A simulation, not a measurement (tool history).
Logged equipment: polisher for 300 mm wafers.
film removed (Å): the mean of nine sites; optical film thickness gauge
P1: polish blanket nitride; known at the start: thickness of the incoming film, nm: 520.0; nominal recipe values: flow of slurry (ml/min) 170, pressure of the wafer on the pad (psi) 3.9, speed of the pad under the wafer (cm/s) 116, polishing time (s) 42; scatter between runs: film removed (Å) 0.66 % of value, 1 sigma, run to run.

| run | hour | flow of slurry (ml/min) | pressure of the wafer on the pad (psi) | speed of the pad under the wafer (cm/s) | polishing time (s) | wafers polished on this pad | hours since the slurry nozzle was cleaned | hours since the head pressure was calibrated | film removed (Å) |
|---|---|---|---|---|---|---|---|---|---|
| 1 | 5.7 | 170 | 3.9 | 116 | 42 | 870 | 308.6 | 85.8 | 1049.40 |
| 2 | 12.0 | 170 | 3.9 | 160 | 42 | 953 | 314.9 | 92.1 | 1355.80 |
| 3 | 17.4 | 170 | 3.9 | 116 | 42 | 1024 | 320.3 | 97.5 | 1046.10 |
| 4 | 20.5 | 170 | 3.9 | 116 | 42 | 1065 | 323.4 | 100.6 | 1038.70 |
| 5 | 23.6 | 170 | 3.9 | 58 | 42 | 1106 | 326.5 | 103.7 | 608.86 |
| 6 | 28.6 | 170 | 3.9 | 116 | 42 | 1171 | 331.5 | 108.7 | 1045.40 |
| 7 | 33.0 | 170 | 1.8 | 116 | 42 | 1229 | 335.9 | 113.1 | 483.23 |
| 8 | 39.3 | 170 | 3.9 | 116 | 19 | 1312 | 342.2 | 119.4 | 477.69 |
| 9 | 43.7 | 235 | 3.9 | 116 | 22 | 1370 | 346.6 | 123.8 | 570.49 |
| 10 | 47.5 | 170 | 3.9 | 116 | 61 | 1420 | 350.4 | 127.6 | 1533.50 |
| 11 | 54.1 | 260 | 3.9 | 116 | 42 | 1507 | 357.0 | 134.2 | 1109.50 |
| 12 | 59.8 | 110 | 3.9 | 116 | 42 | 1582 | 362.7 | 139.9 | 958.96 |
| 13 | 65.0 | 170 | 3.9 | 116 | 42 | 1650 | 367.9 | 145.1 | 1050.40 |

Run 14 is up next; what results do you expect?
| 14 | 68.9 | 170 | 3.9 | 116 | 42 | 1701 | 371.8 | 149.0 | ? |

film removed (Å): 1049.00
